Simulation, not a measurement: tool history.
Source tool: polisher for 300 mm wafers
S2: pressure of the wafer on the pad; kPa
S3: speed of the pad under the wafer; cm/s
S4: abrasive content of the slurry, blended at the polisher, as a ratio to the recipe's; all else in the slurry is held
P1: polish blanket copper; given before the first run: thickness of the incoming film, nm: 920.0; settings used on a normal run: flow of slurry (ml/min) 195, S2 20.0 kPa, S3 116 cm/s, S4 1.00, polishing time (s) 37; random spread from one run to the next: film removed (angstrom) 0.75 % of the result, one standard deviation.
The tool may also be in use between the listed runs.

Run 1, day 0.308: flow of slurry (ml/min) 195, S2 20.0 kPa, S3 116 cm/s, S4 1.00, polishing time (s) 37. Result: film removed (angstrom) 1151.90.
Run 2, day 0.533: flow of slurry (ml/min) 195, S2 10.3 kPa, S3 116 cm/s, S4 1.20, polishing time (s) 37. Result: film removed (angstrom) 614.22.
Run 3, day 0.862: flow of slurry (ml/min) 195, S2 20.0 kPa, S3 116 cm/s, S4 0.55, polishing time (s) 37. Result: film removed (angstrom) 1000.70.
Run 4, day 1.162: flow of slurry (ml/min) 195, S2 20.0 kPa, S3 116 cm/s, S4 1.30, polishing time (s) 37. Result: film removed (angstrom) 1210.20.
Run 5, day 1.475: flow of slurry (ml/min) 195, S2 20.0 kPa, S3 116 cm/s, S4 1.00, polishing time (s) 37. Result: film removed (angstrom) 1139.50.
Run 6, day 1.733: flow of slurry (ml/min) 195, S2 12.4 kPa, S3 116 cm/s, S4 1.00, polishing time (s) 55. Result: film removed (angstrom) 1059.80.
Run 7, day 1.929: flow of slurry (ml/min) 195, S2 20.0 kPa, S3 144 cm/s, S4 1.00, polishing time (s) 37. Result: film removed (angstrom) 1422.40.
Run 8, day 2.125: flow of slurry (ml/min) 195, S2 20.0 kPa, S3 116 cm/s, S4 1.00, polishing time (s) 17. Result: film removed (angstrom) 528.27.
Run 9, day 2.417: flow of slurry (ml/min) 195, S2 20.0 kPa, S3 116 cm/s, S4 1.00, polishing time (s) 53. Result: film removed (angstrom) 1650.20.
Run 10, day 2.775: flow of slurry (ml/min) 265, S2 20.0 kPa, S3 116 cm/s, S4 1.00, polishing time (s) 37. Result: film removed (angstrom) 1186.00.
Run 11, day 3.067: flow of slurry (ml/min) 195, S2 20.0 kPa, S3 116 cm/s, S4 1.00, polishing time (s) 37. Result: film removed (angstrom) 1154.10.
Run 12, day 3.421: flow of slurry (ml/min) 195, S2 20.0 kPa, S3 116 cm/s, S4 1.00, polishing time (s) 37. Result: film removed (angstrom) 1138.90.
Run 13, day 3.712: flow of slurry (ml/min) 195, S2 20.0 kPa, S3 116 cm/s, S4 1.00, polishing time (s) 37. Result: film removed (angstrom) 1156.10.
Run 14, day 4.046: flow of slurry (ml/min) 195, S2 20.0 kPa, S3 174 cm/s, S4 1.30, polishing time (s) 37. Result: film removed (angstrom) 1827.20.
Run 15, day 4.288: flow of slurry (ml/min) 195, S2 20.0 kPa, S3 116 cm/s, S4 1.00, polishing time (s) 37. Result: film removed (angstrom) 1133.10.
Run 16, day 4.638: flow of slurry (ml/min) 195, S2 14.5 kPa, S3 116 cm/s, S4 1.00, polishing time (s) 37. Result: film removed (angstrom) 835.06.
Run 17, day 4.879: flow of slurry (ml/min) 195, S2 20.0 kPa, S3 58 cm/s, S4 1.00, polishing time (s) 37. Result: film removed (angstrom) 574.18.
Run 18, day 5.062: flow of slurry (ml/min) 125, S2 20.0 kPa, S3 116 cm/s, S4 1.00, polishing time (s) 37. Result: film removed (angstrom) 1072.30.
Run 19, day 5.242: flow of slurry (ml/min) 195, S2 26.2 kPa, S3 116 cm/s, S4 1.00, polishing time (s) 37. Result: film removed (angstrom) 1507.00.
Run 20, day 5.438: flow of slurry (ml/min) 195, S2 20.0 kPa, S3 116 cm/s, S4 1.00, polishing time (s) 37. Result: film removed (angstrom) 1141.50.
Run 21, day 5.783: flow of slurry (ml/min) 195, S2 20.0 kPa, S3 116 cm/s, S4 1.00, polishing time (s) 37. Result: film removed (angstrom) 1119.10.

Estimate the outcome of run 22 from the log above:
Run 22, day 5.967: flow of slurry (ml/min) 195, S2 20.0 kPa, S3 116 cm/s, S4 1.00, polishing time (s) 37. Result: film removed (angstrom) ?.

film removed (angstrom): 1107.60
